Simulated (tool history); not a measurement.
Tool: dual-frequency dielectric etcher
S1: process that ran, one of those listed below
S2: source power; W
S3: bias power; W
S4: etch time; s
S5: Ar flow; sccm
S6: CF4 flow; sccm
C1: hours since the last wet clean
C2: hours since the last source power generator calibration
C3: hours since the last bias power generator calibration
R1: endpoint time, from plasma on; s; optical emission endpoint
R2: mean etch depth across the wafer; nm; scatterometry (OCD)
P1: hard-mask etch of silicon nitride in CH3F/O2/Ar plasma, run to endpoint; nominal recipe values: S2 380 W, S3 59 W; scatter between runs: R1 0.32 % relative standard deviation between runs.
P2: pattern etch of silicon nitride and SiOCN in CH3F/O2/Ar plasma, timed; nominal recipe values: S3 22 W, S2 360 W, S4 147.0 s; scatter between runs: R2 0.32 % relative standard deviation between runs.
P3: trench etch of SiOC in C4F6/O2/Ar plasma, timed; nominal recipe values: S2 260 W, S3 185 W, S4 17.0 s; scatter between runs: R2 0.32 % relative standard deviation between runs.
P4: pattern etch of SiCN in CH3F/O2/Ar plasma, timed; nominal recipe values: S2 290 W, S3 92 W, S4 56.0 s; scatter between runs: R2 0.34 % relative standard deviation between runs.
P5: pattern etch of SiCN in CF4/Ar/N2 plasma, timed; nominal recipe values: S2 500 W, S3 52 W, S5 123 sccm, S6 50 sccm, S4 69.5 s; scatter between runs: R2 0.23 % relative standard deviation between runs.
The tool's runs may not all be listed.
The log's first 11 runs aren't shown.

| run | hour | S1 | S2 | S3 | S4 | S5 | S6 | C1 | C2 | C3 | R1 | R2 |
|---|---|---|---|---|---|---|---|---|---|---|---|---|
| 12 | 162.7 | P1 | 380 | 43 |  |  |  | 307.8 | 661.3 | 1845.0 | 86.629 |  |
| 13 | 178.8 | P2 | 360 | 22 | 147.0 |  |  | 323.9 | 677.4 | 1861.1 |  | 19.049 |
| 14 | 189.5 | P1 | 380 | 59 |  |  |  | 334.6 | 688.1 | 1871.8 | 77.983 |  |
|  | 194.8 | bias power generator calibrated |
| 15 | 204.4 | P1 | 380 | 78 |  |  |  | 349.5 | 703.0 | 9.7 | 71.224 |  |
| 16 | 219.9 | P1 | 380 | 59 |  |  |  | 365.0 | 718.5 | 25.2 | 78.296 |  |
| 17 | 236.2 | P2 | 360 | 22 | 206.0 |  |  | 381.3 | 734.8 | 41.5 |  | 26.538 |
| 18 | 245.5 | P5 | 500 | 52 | 69.5 | 123 | 50 | 390.6 | 744.1 | 50.8 |  | 53.292 |
| 19 | 259.9 | P2 | 240 | 22 | 147.0 |  |  | 405.0 | 758.5 | 65.2 |  | 16.452 |
| 20 | 277.4 | P4 | 290 | 92 | 84.0 |  |  | 422.5 | 776.0 | 82.7 |  | 30.006 |
| 21 | 286.4 | P1 | 470 | 59 |  |  |  | 431.5 | 785.0 | 91.7 | 72.439 |  |
| 22 | 294.9 | P1 | 450 | 79 |  |  |  | 440.0 | 793.5 | 100.2 | 66.480 |  |
| 23 | 304.0 | P5 | 500 | 52 | 69.5 | 123 | 36 | 449.1 | 802.6 | 109.3 |  | 49.875 |
| 24 | 312.9 | P1 | 380 | 59 |  |  |  | 458.0 | 811.5 | 118.2 | 78.090 |  |

Run 25 comes next. What will it give?
| 25 | 322.3 | P3 | 360 | 185 | 17.0 |  |  | 467.4 | 820.9 | 127.6 |  | ? |

{"run 25": {"R2": 33.882}}
